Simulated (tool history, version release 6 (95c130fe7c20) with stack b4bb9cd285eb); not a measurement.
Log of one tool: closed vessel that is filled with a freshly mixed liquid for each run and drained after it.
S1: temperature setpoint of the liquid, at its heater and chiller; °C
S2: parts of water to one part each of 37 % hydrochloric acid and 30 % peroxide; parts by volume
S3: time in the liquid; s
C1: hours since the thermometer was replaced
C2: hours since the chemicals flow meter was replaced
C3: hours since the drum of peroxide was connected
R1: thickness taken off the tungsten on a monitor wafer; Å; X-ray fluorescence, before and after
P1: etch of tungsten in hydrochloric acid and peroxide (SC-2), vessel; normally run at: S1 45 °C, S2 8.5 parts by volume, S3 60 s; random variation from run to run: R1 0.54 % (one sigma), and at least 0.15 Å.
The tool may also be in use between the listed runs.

run	hour	S1	S2	S3	C1	C2	C3	R1
1	11.3	45	8.5	60	913.1	1084.1	603.6	187.32
2	24.5	35	8.5	60	926.3	1097.3	616.8	92.442
3	35.9	45	8.5	60	937.7	1108.7	628.2	187.72
4	47	45	4	60	948.8	1119.8	639.3	328.03
5	59.7	45	8.5	60	961.5	1132.5	652	186.89
# hour 61.2: thermometer replaced
6	70.3	45	4	100	9.2	1143.1	662.6	546.97
7	77.9	45	8.5	60	16.8	1150.7	670.2	186.93
8	87.4	45	5.5	85	26.3	1160.2	679.7	370.27
9	103.6	45	14.5	60	42.5	1176.4	695.9	119.78
10	115.5	45	8.5	30	54.4	1188.3	707.8	92.885
11	126.4	59	8.5	60	65.3	1199.2	718.7	468.72
12	135.3	45	8.5	60	74.2	1208.1	727.6	185.99
13	147	45	8.5	60	85.9	1219.8	739.3	185.81
14	154.5	45	8.5	105	93.4	1227.3	746.8	328.76
15	171.5	45	8.5	60	110.4	1244.3	763.8	186.26
16	180.3	45	8.5	60	119.2	1253.1	772.6	187.99
17	191.9	45	8.5	60	130.8	1264.7	784.2	180.42
18	208.7	45	8.5	60	147.6	1281.5	801	173.56
19	216.9	45	8.5	60	155.8	1289.7	809.2	172.02
# hour 224.2: new drum of peroxide connected
20	224.5	45	8.5	60	163.4	1297.3	0.3	172.08
21	241.4	45	8.5	60	180.3	1314.2	17.2	171.9
22	257.9	45	8.5	60	196.8	1330.7	33.7	169.89
23	270.8	45	8.5	60	209.7	1343.6	46.6	169.03

What P1 gives has crept away from where it was. These 2 causes fit the log equally well, each at the size given:
A: liquid colder than its thermometer reads (K) = 1.4
B: chemicals flow below the setpoint (%) = 11.1
The creep began at about hour 180.3.
Why every other cause is out:
peroxide weaker than its label (%): serviced at hour 224.2, which brought nothing back

4 check runs are offered, each on 3 wafers whose results are averaged, their results left as question marks. Which one tells the causes apart?
check 1	283.7	35	13.5	60				?
check 2	283.7	35	4	60				?
check 3	283.7	35	8.5	100				?
check 4	283.7	45	14	30				?

What each check would give under each cause:
check	result	if A	if B
check 1	R1	56.077	56.07
check 2	R1	144.87	148.27
check 3	R1	137.97	138.92
check 4	R1	55.614	55.228
How far apart the two closest causes lie, in the result that separates them most: check 1 0.01 %; check 2 2.32 %; check 3 0.69 %; check 4 0.7 %
Only check 2 tells the causes apart: in the others they would give nearly the same result.

Check 2 was then run and gave: R1 145.33 Å. Which cause is it?

It is A: liquid colder than its thermometer reads (K).
